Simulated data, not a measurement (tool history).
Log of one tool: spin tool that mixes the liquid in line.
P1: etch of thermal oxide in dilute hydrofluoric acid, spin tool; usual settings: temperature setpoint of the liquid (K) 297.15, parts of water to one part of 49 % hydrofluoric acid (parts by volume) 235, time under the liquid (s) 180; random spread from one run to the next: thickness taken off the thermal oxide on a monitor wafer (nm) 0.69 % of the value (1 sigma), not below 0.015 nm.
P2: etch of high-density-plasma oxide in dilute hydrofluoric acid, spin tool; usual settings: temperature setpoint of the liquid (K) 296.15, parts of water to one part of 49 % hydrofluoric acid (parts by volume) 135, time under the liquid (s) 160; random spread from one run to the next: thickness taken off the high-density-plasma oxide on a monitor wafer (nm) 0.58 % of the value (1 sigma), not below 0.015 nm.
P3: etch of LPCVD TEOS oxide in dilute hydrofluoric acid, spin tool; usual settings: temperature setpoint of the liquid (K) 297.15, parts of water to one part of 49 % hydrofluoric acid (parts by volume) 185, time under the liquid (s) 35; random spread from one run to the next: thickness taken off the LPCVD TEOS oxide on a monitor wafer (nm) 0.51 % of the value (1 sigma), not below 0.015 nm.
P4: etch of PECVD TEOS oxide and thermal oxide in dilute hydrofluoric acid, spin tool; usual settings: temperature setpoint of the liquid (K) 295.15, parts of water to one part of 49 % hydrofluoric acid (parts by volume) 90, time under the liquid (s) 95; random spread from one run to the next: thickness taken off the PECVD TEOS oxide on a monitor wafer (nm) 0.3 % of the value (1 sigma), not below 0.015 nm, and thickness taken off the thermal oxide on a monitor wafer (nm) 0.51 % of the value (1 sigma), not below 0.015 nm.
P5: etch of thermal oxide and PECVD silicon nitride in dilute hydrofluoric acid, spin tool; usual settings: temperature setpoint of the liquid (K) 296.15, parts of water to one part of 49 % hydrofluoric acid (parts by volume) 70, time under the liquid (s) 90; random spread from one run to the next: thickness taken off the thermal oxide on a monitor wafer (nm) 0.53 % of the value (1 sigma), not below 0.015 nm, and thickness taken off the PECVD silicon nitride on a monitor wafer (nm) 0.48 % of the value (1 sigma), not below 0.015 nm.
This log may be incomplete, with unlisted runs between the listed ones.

run,hour,process that ran,temperature setpoint of the liquid (K),parts of water to one part of 49 % hydrofluoric acid (parts by volume),time under the liquid (s),hours since the thermometer was replaced,hours since the hydrofluoric acid flow meter was replaced,thickness taken off the thermal oxide on a monitor wafer (nm),thickness taken off the high-density-plasma oxide on a monitor wafer (nm),thickness taken off the PECVD silicon nitride on a monitor wafer (nm),thickness taken off the LPCVD TEOS oxide on a monitor wafer (nm),thickness taken off the PECVD TEOS oxide on a monitor wafer (nm)
1,4.9,P1,297.15,235,180,224.3,291.1,3.1804,,,,
2,10.3,P2,296.15,30,160,229.7,296.5,,62.68,,,
3,15.8,P1,297.15,350,355,235.2,302,3.8026,,,,
4,19.7,P5,296.15,120,90,239.1,305.9,3.2646,,3.2771,,
# hour 20.9: hydrofluoric acid flow meter replaced
5,25.9,P1,290.15,235,180,245.3,5.1,2.4948,,,,
6,29.2,P1,297.15,235,180,248.6,8.4,3.1708,,,,
7,32.2,P3,297.15,65,35,251.6,11.4,,,,32.091,
8,35,P1,297.15,235,180,254.4,14.2,3.1502,,,,
9,38.6,P1,297.15,125,180,258,17.8,6.774,,,,
10,44.8,P3,297.15,185,15,264.2,24,,,,4.2009,
11,48.6,P4,302.65,90,95,268,27.8,6.1689,,,,25.534
12,53.4,P1,297.15,235,180,272.8,32.6,3.1959,,,,
13,59,P2,296.15,135,160,278.4,38.2,,12.48,,,
14,64.4,P1,297.15,330,25,283.8,43.6,0.25665,,,,
15,70,P3,297.15,185,35,289.4,49.2,,,,9.8667,
16,74.1,P5,296.15,70,90,293.5,53.3,5.9502,,5.5572,,
17,78.9,P1,300.65,235,180,298.3,58.1,3.6264,,,,
18,84.7,P4,295.15,90,95,304.1,63.9,4.5748,,,,19.113
19,90.1,P1,297.15,390,180,309.5,69.3,1.6811,,,,
20,93.4,P1,297.15,45,280,312.8,72.6,32.536,,,,
21,98.3,P4,295.15,90,95,317.7,77.5,4.5522,,,,19.043
22,103.7,P3,297.15,185,35,323.1,82.9,,,,9.7376,
23,107,P1,297.15,235,315,326.4,86.2,5.5506,,,,
24,111.8,P4,295.15,140,95,331.2,91,2.8079,,,,11.606
25,117.6,P5,296.15,70,180,337,96.8,11.845,,11.125,,
26,121.7,P2,296.15,135,310,341.1,100.9,,24.325,,,
27,126.9,P2,292.65,135,160,346.3,106.1,,10.763,,,
28,131.5,P1,297.15,235,180,350.9,110.7,3.1908,,,,
29,134.2,P4,295.15,90,25,353.6,113.4,1.1874,,,,4.9968
30,137.5,P5,290.15,70,90,356.9,116.7,4.6234,,3.6721,,
31,143.3,P1,297.15,235,20,362.7,122.5,0.34576,,,,
32,149.4,P3,305.65,185,35,368.8,128.6,,,,13.386,
33,154.9,P1,297.15,235,180,374.3,134.1,3.1736,,,,
34,158.7,P1,297.15,235,180,378.1,137.9,3.2587,,,,
35,164.6,P1,297.15,235,180,384,143.8,3.3523,,,,
36,167.8,P1,297.15,235,180,387.2,147,3.4232,,,,
37,173.8,P1,297.15,235,180,393.2,153,3.4134,,,,
38,177.5,P1,297.15,235,180,396.9,156.7,3.4253,,,,
39,182.6,P1,297.15,235,180,402,161.8,3.455,,,,
40,188,P1,297.15,235,180,407.4,167.2,3.4202,,,,

The output of P1 has drifted from where it used to be. Each of the 2 causes below, taken at the size shown beside it, accounts for the log equally well:
A: liquid hotter than its thermometer reads (K) = 2.17
B: hydrofluoric acid flow above the setpoint (%) = 6.45
Onset of the creep was near hour 154.9.

Below are 4 check runs, each on a single wafer, with their results shown as question marks. Which of them would tell the listed causes apart, meaning the causes would give clearly different results under it?
check 1,193.4,P2,296.15,135,245,,,,?,,,
check 2,193.4,P4,300.65,135,95,,,?,,,,?
check 3,193.4,P5,290.15,70,165,,,?,,?,,
check 4,193.4,P3,303.65,185,20,,,,,,?,

Check results expected under each cause:
check,result,if A,if B
check 1,thickness taken off the high-density-plasma oxide on a monitor wafer (nm),20.621,20.377
check 2,thickness taken off the thermal oxide on a monitor wafer (nm),3.8698,3.8421
check 2,thickness taken off the PECVD TEOS oxide on a monitor wafer (nm),16.146,16.031
check 3,thickness taken off the thermal oxide on a monitor wafer (nm),9.2296,8.9994
check 3,thickness taken off the PECVD silicon nitride on a monitor wafer (nm),7.8508,7.1668
check 4,thickness taken off the LPCVD TEOS oxide on a monitor wafer (nm),7.6578,7.6749
Gap, in per cent, between the two causes that each check separates least, read from the result that separates them most: check 1 1.19 %; check 2 0.72 %; check 3 9.12 %; check 4 0.22 %
Check 3 tells the causes apart: in the others they would give nearly the same result.

Check 3 has now been run. It gave: thickness taken off the thermal oxide on a monitor wafer (nm) 8.9316; thickness taken off the PECVD silicon nitride on a monitor wafer (nm) 7.2429. Which of the candidate causes is it?

Of the candidate causes, it is B: hydrofluoric acid flow above the setpoint (%).
